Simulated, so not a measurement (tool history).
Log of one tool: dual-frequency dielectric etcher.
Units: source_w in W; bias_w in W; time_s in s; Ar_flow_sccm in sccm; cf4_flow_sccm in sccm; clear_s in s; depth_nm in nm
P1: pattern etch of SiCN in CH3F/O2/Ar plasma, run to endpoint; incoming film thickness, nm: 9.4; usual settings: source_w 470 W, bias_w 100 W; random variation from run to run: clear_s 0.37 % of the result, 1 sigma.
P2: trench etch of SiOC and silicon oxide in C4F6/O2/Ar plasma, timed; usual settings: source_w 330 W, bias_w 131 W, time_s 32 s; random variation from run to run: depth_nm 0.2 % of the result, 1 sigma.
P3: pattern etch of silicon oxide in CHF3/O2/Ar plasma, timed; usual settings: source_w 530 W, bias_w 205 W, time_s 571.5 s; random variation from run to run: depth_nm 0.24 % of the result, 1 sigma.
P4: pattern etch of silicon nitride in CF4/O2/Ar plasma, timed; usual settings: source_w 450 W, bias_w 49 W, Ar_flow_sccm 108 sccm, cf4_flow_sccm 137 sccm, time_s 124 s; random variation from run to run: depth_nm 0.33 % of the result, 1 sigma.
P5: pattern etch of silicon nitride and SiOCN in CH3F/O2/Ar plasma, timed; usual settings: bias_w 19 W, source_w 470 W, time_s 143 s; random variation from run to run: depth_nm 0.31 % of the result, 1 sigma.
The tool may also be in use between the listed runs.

run   hour  process  source_w  bias_w  time_s  Ar_flow_sccm  cf4_flow_sccm  hours since the last wet clean  hours since the last source power generator calibration  hours since the last bias power generator calibration  clear_s  depth_nm
  1    2.8       P1       470     100                                                                146.6                                                   2521.2                                                 1971.7   21.023
  2    6.4       P1       330     136                                                                150.2                                                   2524.8                                                 1975.3   21.152
  3     11       P1       470     141                                                                154.8                                                   2529.4                                                 1979.9   18.402
      13.2  -- bias power generator calibrated
  4   13.8       P2       330     131      32                                                        157.6                                                   2532.2                                                    0.7             54.506
  5   16.2       P1       600     100                                                                  160                                                   2534.6                                                    3.1   18.967
  6   20.4       P5       470      26     143                                                        164.2                                                   2538.8                                                    7.3             21.564
  7   23.5       P4       360      49     124           108            137                           167.3                                                   2541.9                                                   10.4             177.73
  8   28.3       P5       570      19     143                                                        172.1                                                   2546.7                                                   15.2             20.191
  9   31.2       P5       470      19     143                                                          175                                                   2549.6                                                   18.1             18.904
 10   33.7       P2       330      86      32                                                        177.5                                                   2552.1                                                   20.6             48.465
 11     37       P1       470      75                                                                180.8                                                   2555.4                                                   23.9   23.188
 12   40.9       P4       450      49    77.5           108            137                           184.7                                                   2559.3                                                   27.8             134.86
 13   43.2       P1       470     100                                                                  187                                                   2561.6                                                   30.1   21.098
 14   46.2       P1       470     100                                                                  190                                                   2564.6                                                   33.1   20.897
 15   48.3       P3       650     205   571.5                                                        192.1                                                   2566.7                                                   35.2             1224.4
 16     52       P5       470      19     111                                                        195.8                                                   2570.4                                                   38.9             14.648
 17   55.3       P4       450      49     124            77            137                           199.1                                                   2573.7                                                   42.2             223.75
 18     59       P3       530     205   571.5                                                        202.8                                                   2577.4                                                   45.9             1137.4
 19   61.6       P2       330     131      19                                                        205.4                                                     2580                                                   48.5             32.466
 20   65.5       P3       530     139   571.5                                                        209.3                                                   2583.9                                                   52.4              999.6
 21   67.7       P1       470     100                                                                211.5                                                   2586.1                                                   54.6    20.78
 22   71.7       P2       410     131      32                                                        215.5                                                   2590.1                                                   58.6             59.528
 23   76.5       P3       530     205   571.5                                                        220.3                                                   2594.9                                                   63.4             1133.9
 24   79.3       P1       630      74                                                                223.1                                                   2597.7                                                   66.2   21.069
 25   83.6       P3       530     205   820.5                                                        227.4                                                     2602                                                   70.5             1633.6
 26   86.8       P4       450      49     124           108            183                           230.6                                                   2605.2                                                   73.7             224.18
 27   90.8       P1       320     100                                                                234.6                                                   2609.2                                                   77.7   24.272
 28   93.4       P4       450      49     124           108            137                           237.2                                                   2611.8                                                   80.3             216.96
 29   96.2       P5       470      19     143                                                          240                                                   2614.6                                                   83.1             18.632
 30   99.4       P4       450      69     124           108            137                           243.2                                                   2617.8                                                   86.3             246.63
 31  103.4       P4       450      49     124           108            137                           247.2                                                   2621.8                                                   90.3             217.93
 32  106.1       P1       470     100                                                                249.9                                                   2624.5                                                     93   20.991
 33  108.3       P1       470     100                                                                252.1                                                   2626.7                                                   95.2   20.921
 34  111.2       P1       470     100                                                                  255                                                   2629.6                                                   98.1   21.144
 35  115.4       P1       470     100                                                                259.2                                                   2633.8                                                  102.3   21.147
 36  117.8       P1       470     100                                                                261.6                                                   2636.2                                                  104.7   21.231
 37  122.3       P1       470     100                                                                266.1                                                   2640.7                                                  109.2   21.107
     126.6  -- wet clean of the chamber
 38  127.1       P1       470     100                                                                  0.6                                                   2645.5                                                    114   21.266
 39  130.8       P1       470     100                                                                  4.3                                                   2649.2                                                  117.7   21.335
 40  135.3       P1       470     100                                                                  8.8                                                   2653.7                                                  122.2   21.513
 41  138.6       P1       470     100                                                                 12.1                                                     2657                                                  125.5   21.299
 42    141       P1       470     100                                                                 14.5                                                   2659.4                                                  127.9   21.462
 43  145.4       P1       470     100                                                                 18.9                                                   2663.8                                                  132.3   21.267

What P1 gives has crept away from where it was. These 2 causes fit the log equally well, each at the size given:
A: source power that arrives under what is set, % = 4.91
B: bias power that arrives under what is set, % = 4.88
The creep began at about hour 106.1.
Why every other cause is out:
chamber walls in a state that lowers the etch rate, %: serviced at hour 126.6, which brought nothing back

4 check runs are offered, one wafer each, their results left as question marks. Which one tells the causes apart?
check 1  149.8       P5       470      19     143                                                                                                                                                                                               ?
check 2  149.8       P4       450      49     124           108            137                                                                                                                                                                  ?
check 3  149.8       P3       530     205   571.5                                                                                                                                                                                               ?
check 4  149.8       P2       330     131      32                                                                                                                                                                                               ?

What each check would give under each cause:
  check    result    if A    if B
check 1  depth_nm  18.439  18.377
check 2  depth_nm  207.42  212.85
check 3  depth_nm  1114.5  1116.5
check 4  depth_nm  53.519  53.789
How far apart the two closest causes lie, in the result that separates them most: check 1 0.34 %; check 2 2.58 %; check 3 0.17 %; check 4 0.5 %
Check 2 tells the causes apart: in the others they would give nearly the same result.

Then check 2 was run and gave: depth_nm 207.87 nm. Which cause is it?

It is A: source power that arrives under what is set, %.

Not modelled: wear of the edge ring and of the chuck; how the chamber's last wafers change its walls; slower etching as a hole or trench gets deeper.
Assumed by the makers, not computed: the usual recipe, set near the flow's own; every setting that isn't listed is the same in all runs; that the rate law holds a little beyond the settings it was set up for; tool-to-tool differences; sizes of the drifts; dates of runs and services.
